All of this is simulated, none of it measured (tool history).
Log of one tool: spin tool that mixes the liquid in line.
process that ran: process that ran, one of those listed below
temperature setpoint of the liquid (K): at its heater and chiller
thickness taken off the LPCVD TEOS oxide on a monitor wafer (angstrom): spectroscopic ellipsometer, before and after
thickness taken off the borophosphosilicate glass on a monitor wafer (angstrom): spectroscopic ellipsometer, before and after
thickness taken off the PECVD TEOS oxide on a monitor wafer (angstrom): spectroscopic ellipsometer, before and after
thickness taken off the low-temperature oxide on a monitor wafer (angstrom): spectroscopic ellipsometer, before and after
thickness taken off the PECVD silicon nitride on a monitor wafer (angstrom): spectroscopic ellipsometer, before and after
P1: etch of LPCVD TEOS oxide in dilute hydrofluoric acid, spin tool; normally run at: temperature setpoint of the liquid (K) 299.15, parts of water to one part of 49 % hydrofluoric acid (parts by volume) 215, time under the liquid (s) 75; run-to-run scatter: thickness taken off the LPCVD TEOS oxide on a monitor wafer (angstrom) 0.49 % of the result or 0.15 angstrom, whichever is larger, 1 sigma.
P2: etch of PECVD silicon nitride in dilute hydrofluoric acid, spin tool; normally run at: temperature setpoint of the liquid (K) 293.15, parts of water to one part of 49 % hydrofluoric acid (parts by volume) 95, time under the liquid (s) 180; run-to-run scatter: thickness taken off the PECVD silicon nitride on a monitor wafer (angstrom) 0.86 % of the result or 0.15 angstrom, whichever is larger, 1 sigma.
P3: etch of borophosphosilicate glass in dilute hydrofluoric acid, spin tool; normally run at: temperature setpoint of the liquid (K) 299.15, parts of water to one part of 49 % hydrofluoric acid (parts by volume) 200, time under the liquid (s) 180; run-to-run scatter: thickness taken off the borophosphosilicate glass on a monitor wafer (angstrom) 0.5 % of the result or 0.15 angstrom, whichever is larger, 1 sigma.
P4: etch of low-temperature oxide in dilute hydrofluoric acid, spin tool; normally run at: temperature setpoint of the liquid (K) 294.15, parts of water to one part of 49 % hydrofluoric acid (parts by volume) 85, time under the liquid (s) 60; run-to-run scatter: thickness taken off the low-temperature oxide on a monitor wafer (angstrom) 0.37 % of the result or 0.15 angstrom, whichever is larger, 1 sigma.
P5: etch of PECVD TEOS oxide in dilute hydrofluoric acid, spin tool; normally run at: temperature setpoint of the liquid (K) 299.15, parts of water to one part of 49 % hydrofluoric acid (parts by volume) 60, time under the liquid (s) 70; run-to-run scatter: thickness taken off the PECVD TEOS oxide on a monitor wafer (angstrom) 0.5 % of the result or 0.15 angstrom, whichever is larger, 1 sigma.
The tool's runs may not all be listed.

| run | hour | process that ran | temperature setpoint of the liquid (K) | parts of water to one part of 49 % hydrofluoric acid (parts by volume) | time under the liquid (s) | hours since the thermometer was replaced | hours since the hydrofluoric acid flow meter was replaced | thickness taken off the LPCVD TEOS oxide on a monitor wafer (angstrom) | thickness taken off the borophosphosilicate glass on a monitor wafer (angstrom) | thickness taken off the PECVD TEOS oxide on a monitor wafer (angstrom) | thickness taken off the low-temperature oxide on a monitor wafer (angstrom) | thickness taken off the PECVD silicon nitride on a monitor wafer (angstrom) |
|---|---|---|---|---|---|---|---|---|---|---|---|---|
| 1 | 9 | P1 | 299.15 | 215 | 75 | 107.6 | 111.2 | 72.338 |  |  |  |  |
| 2 | 25.6 | P1 | 299.15 | 370 | 75 | 124.2 | 127.8 | 35.655 |  |  |  |  |
| 3 | 36 | P3 | 306.65 | 200 | 180 | 134.6 | 138.2 |  | 297.96 |  |  |  |
| 4 | 50.5 | P1 | 299.15 | 215 | 120 | 149.1 | 152.7 | 116.49 |  |  |  |  |
| 5 | 62.7 | P1 | 305.65 | 215 | 75 | 161.3 | 164.9 | 90.192 |  |  |  |  |
| 6 | 78.6 | P1 | 299.15 | 215 | 15 | 177.2 | 180.8 | 14.166 |  |  |  |  |
| 7 | 87.1 | P5 | 307.15 | 60 | 70 | 185.7 | 189.3 |  |  | 177.76 |  |  |
| 8 | 97.3 | P4 | 294.15 | 85 | 60 | 195.9 | 199.5 |  |  |  | 67.625 |  |
| 9 | 108.9 | P1 | 299.15 | 130 | 75 | 207.5 | 211.1 | 131.19 |  |  |  |  |
| 10 | 119.8 | P4 | 294.15 | 145 | 60 | 218.4 | 222 |  |  |  | 37.143 |  |
| 11 | 134.4 | P4 | 294.15 | 85 | 20 | 233 | 236.6 |  |  |  | 22.296 |  |
| 12 | 148.8 | P5 | 299.15 | 95 | 70 | 247.4 | 251 |  |  | 79.635 |  |  |
| 13 | 160.1 | P3 | 299.15 | 200 | 180 | 258.7 | 262.3 |  | 230.14 |  |  |  |
| 14 | 171.8 | P2 | 290.15 | 95 | 180 | 270.4 | 274 |  |  |  |  | 25.382 |
| 15 | 183.7 | P1 | 299.15 | 215 | 75 | 282.3 | 285.9 | 72.066 |  |  |  |  |
| 16 | 199.2 | P2 | 293.15 | 95 | 360 | 297.8 | 301.4 |  |  |  |  | 61.64 |
| 17 | 209.5 | P4 | 301.65 | 85 | 60 | 308.1 | 311.7 |  |  |  | 90.906 |  |
| 18 | 223.7 | P1 | 299.15 | 215 | 75 | 322.3 | 325.9 | 71.595 |  |  |  |  |
| 19 | 234.6 | P1 | 292.15 | 140 | 75 | 333.2 | 336.8 | 91.995 |  |  |  |  |
| 20 | 246.5 | P1 | 293.65 | 215 | 75 | 345.1 | 348.7 | 59.112 |  |  |  |  |
| 21 | 254.9 | P5 | 299.15 | 60 | 70 | 353.5 | 357.1 |  |  | 131.47 |  |  |
| 22 | 265.5 | P1 | 299.15 | 215 | 75 | 364.1 | 367.7 | 72.992 |  |  |  |  |
| 23 | 277.6 | P5 | 299.15 | 60 | 15 | 376.2 | 379.8 |  |  | 28.1 |  |  |
| 24 | 293.5 | P2 | 293.15 | 20 | 180 | 392.1 | 395.7 |  |  |  |  | 139.52 |
| 25 | 305.9 | P3 | 299.15 | 90 | 180 | 404.5 | 408.1 |  | 589.59 |  |  |  |
| 26 | 315.2 | P2 | 293.15 | 95 | 180 | 413.8 | 417.4 |  |  |  |  | 31.636 |
| 27 | 329.6 | P5 | 299.15 | 60 | 70 | 428.2 | 431.8 |  |  | 131.31 |  |  |
| 28 | 346.3 | P3 | 299.15 | 200 | 30 | 444.9 | 448.5 |  | 38.237 |  |  |  |
| 29 | 359.1 | P1 | 299.15 | 215 | 75 | 457.7 | 461.3 | 72.595 |  |  |  |  |
| 30 | 373.9 | P1 | 299.15 | 215 | 75 | 472.5 | 476.1 | 72.833 |  |  |  |  |
| 31 | 384.8 | P1 | 299.15 | 215 | 75 | 483.4 | 487 | 73.565 |  |  |  |  |
| 32 | 401.7 | P1 | 299.15 | 215 | 75 | 500.3 | 503.9 | 74.903 |  |  |  |  |
| 33 | 416.8 | P1 | 299.15 | 215 | 75 | 515.4 | 519 | 75.51 |  |  |  |  |
| 34 | 427.5 | P1 | 299.15 | 215 | 75 | 526.1 | 529.7 | 75.376 |  |  |  |  |
| 35 | 441.1 | P1 | 299.15 | 215 | 75 | 539.7 | 543.3 | 75.981 |  |  |  |  |
| 36 | 450.5 | P1 | 299.15 | 215 | 75 | 549.1 | 552.7 | 75.327 |  |  |  |  |
| 37 | 461.1 | P1 | 299.15 | 215 | 75 | 559.7 | 563.3 | 75.193 |  |  |  |  |
| 38 | 472.8 | P1 | 299.15 | 215 | 75 | 571.4 | 575 | 75.625 |  |  |  |  |
| 39 | 484.8 | P1 | 299.15 | 215 | 75 | 583.4 | 587 | 75.619 |  |  |  |  |
| 40 | 495.6 | P1 | 299.15 | 215 | 75 | 594.2 | 597.8 | 76.46 |  |  |  |  |

What P1 gives has crept away from where it was. These 2 causes fit the log equally well, each at the size given:
A: liquid hotter than its thermometer reads (K) = 1.47
B: hydrofluoric acid flow above the setpoint (%) = 4.29
The creep began at about hour 359.1.

4 check runs are offered, each on 2 wafers whose results are averaged, their results left as question marks. Which one tells the causes apart?
| check 1 | 506.4 | P5 | 306.15 | 60 | 15 |  |  |  |  | ? |  |  |
| check 2 | 506.4 | P4 | 297.65 | 145 | 60 |  |  |  |  |  | ? |  |
| check 3 | 506.4 | P3 | 306.15 | 200 | 50 |  |  |  | ? |  |  |  |
| check 4 | 506.4 | P2 | 290.15 | 95 | 345 |  |  |  |  |  |  | ? |

What each check would give under each cause:
| check | result | if A | if B |
|---|---|---|---|
| check 1 | thickness taken off the PECVD TEOS oxide on a monitor wafer (angstrom) | 38.985 | 38.622 |
| check 2 | thickness taken off the low-temperature oxide on a monitor wafer (angstrom) | 44.797 | 44.495 |
| check 3 | thickness taken off the borophosphosilicate glass on a monitor wafer (angstrom) | 85.631 | 85.986 |
| check 4 | thickness taken off the PECVD silicon nitride on a monitor wafer (angstrom) | 53.75 | 50.549 |
How far apart the two closest causes lie, in the result that separates them most: check 1 0.93 %; check 2 0.68 %; check 3 0.41 %; check 4 6.14 %
Only check 4 tells the causes apart: in the others they would give nearly the same result.

Then check 4 was run and gave: thickness taken off the PECVD silicon nitride on a monitor wafer (angstrom) 53.311. Which cause is it?

It is A: liquid hotter than its thermometer reads (K).
